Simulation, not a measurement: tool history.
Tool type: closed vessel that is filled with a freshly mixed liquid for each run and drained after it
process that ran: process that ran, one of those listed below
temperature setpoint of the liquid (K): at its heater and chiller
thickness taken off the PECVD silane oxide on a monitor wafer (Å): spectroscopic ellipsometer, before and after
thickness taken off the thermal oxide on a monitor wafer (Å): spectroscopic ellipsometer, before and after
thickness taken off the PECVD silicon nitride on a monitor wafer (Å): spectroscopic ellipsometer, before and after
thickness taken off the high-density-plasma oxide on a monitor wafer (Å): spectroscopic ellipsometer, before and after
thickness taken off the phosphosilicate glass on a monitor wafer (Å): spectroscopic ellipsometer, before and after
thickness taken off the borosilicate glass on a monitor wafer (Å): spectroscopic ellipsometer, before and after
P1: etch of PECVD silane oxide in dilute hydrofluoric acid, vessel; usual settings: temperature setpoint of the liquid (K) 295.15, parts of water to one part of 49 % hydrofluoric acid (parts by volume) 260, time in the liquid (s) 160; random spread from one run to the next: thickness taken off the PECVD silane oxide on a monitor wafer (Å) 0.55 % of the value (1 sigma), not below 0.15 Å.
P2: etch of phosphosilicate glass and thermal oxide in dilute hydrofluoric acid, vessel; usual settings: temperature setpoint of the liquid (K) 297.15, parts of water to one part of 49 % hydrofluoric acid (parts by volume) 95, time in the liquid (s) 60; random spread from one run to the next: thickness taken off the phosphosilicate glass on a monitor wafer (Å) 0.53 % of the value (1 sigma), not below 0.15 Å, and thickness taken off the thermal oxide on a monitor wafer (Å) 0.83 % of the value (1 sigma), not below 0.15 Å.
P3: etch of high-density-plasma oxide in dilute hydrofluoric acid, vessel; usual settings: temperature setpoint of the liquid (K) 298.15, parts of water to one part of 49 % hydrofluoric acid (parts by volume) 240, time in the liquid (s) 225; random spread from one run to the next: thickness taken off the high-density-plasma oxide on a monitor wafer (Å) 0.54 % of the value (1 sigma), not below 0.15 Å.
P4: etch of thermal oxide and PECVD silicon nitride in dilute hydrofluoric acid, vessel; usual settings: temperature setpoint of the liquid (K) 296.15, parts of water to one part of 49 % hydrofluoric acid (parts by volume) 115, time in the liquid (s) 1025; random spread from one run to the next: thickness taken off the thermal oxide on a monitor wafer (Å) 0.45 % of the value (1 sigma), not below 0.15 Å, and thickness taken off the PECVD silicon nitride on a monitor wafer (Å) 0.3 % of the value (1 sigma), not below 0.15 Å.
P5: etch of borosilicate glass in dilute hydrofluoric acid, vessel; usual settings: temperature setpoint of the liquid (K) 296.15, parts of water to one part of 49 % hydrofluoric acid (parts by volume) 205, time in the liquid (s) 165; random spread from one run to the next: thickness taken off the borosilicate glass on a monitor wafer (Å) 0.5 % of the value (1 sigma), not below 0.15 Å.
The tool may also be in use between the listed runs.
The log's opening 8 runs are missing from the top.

run    day  process that ran  temperature setpoint of the liquid (K)  parts of water to one part of 49 % hydrofluoric acid (parts by volume)  time in the liquid (s)  hours since the thermometer was replaced  hours since the hydrofluoric acid flow meter was replaced  thickness taken off the PECVD silane oxide on a monitor wafer (Å)  thickness taken off the thermal oxide on a monitor wafer (Å)  thickness taken off the PECVD silicon nitride on a monitor wafer (Å)  thickness taken off the high-density-plasma oxide on a monitor wafer (Å)  thickness taken off the phosphosilicate glass on a monitor wafer (Å)  thickness taken off the borosilicate glass on a monitor wafer (Å)
  9  3.312                P2                                  297.15                                                                     155                      60                                     296.9                                                      212.8                                                                                                                           17.298                                                                                                                                                                                                                257.07
 10  3.779                P2                                  305.15                                                                      95                      60                                     308.1                                                      224.0                                                                                                                           40.726                                                                                                                                                                                                                614.72
 11  4.021                P5                                  296.15                                                                     310                     165                                     313.9                                                      229.8                                                                                                                                                                                                                                                                                                                                                                                                                   131.260
 12  4.483                P2                                  297.15                                                                      95                     105                                     325.0                                                      240.9                                                                                                                           52.064                                                                                                                                                                                                                781.65
 13  4.729                P4                                  296.15                                                                     115                    1025                                     330.9                                                      246.8                                                                                                                          390.130                                                                441.75
 14  5.258                P1                                  295.15                                                                     120                     160                                     343.6                                                      259.5                                                            271.130
 15  5.588                P1                                  295.15                                                                     440                      60                                     351.5                                                      267.4                                                             20.425
 16  6.075                P1                                  295.15                                                                     260                      30                                     363.2                                                      279.1                                                             20.361
 17  6.512                P4                                  296.15                                                                     115                    1025                                     373.7                                                      289.6                                                                                                                          387.990                                                                444.82
 18  7.008                P5                                  296.15                                                                     205                      30                                     385.6                                                      301.5                                                                                                                                                                                                                                                                                                                                                                                                                    40.576
 19  7.346                P4                                  296.15                                                                     115                    1725                                     393.7                                                      309.6                                                                                                                          654.290                                                                745.00
 20  7.596                P5                                  296.15                                                                     205                     165                                     399.7                                                      315.6                                                                                                                                                                                                                                                                                                                                                                                                                   222.020
 21  8.050                P3                                  298.15                                                                     240                      55                                     410.6                                                      326.5                                                                                                                                                                                                                                                                           17.370
 22  8.579                P5                                  300.65                                                                     205                     165                                     423.3                                                      339.2                                                                                                                                                                                                                                                                                                                                                                                                                   260.690
 23  9.096                P1                                  300.65                                                                     260                     160                                     435.7                                                      351.6                                                            130.370
 24  9.608                P1                                  295.15                                                                     260                     160                                     448.0                                                      363.9                                                            107.790

Predict the results of run 25:
 25  10.125                P1                                  295.15                                                                     260                     160                                     460.4                                                      376.3                                                                  ?

thickness taken off the PECVD silane oxide on a monitor wafer (Å): 109.420

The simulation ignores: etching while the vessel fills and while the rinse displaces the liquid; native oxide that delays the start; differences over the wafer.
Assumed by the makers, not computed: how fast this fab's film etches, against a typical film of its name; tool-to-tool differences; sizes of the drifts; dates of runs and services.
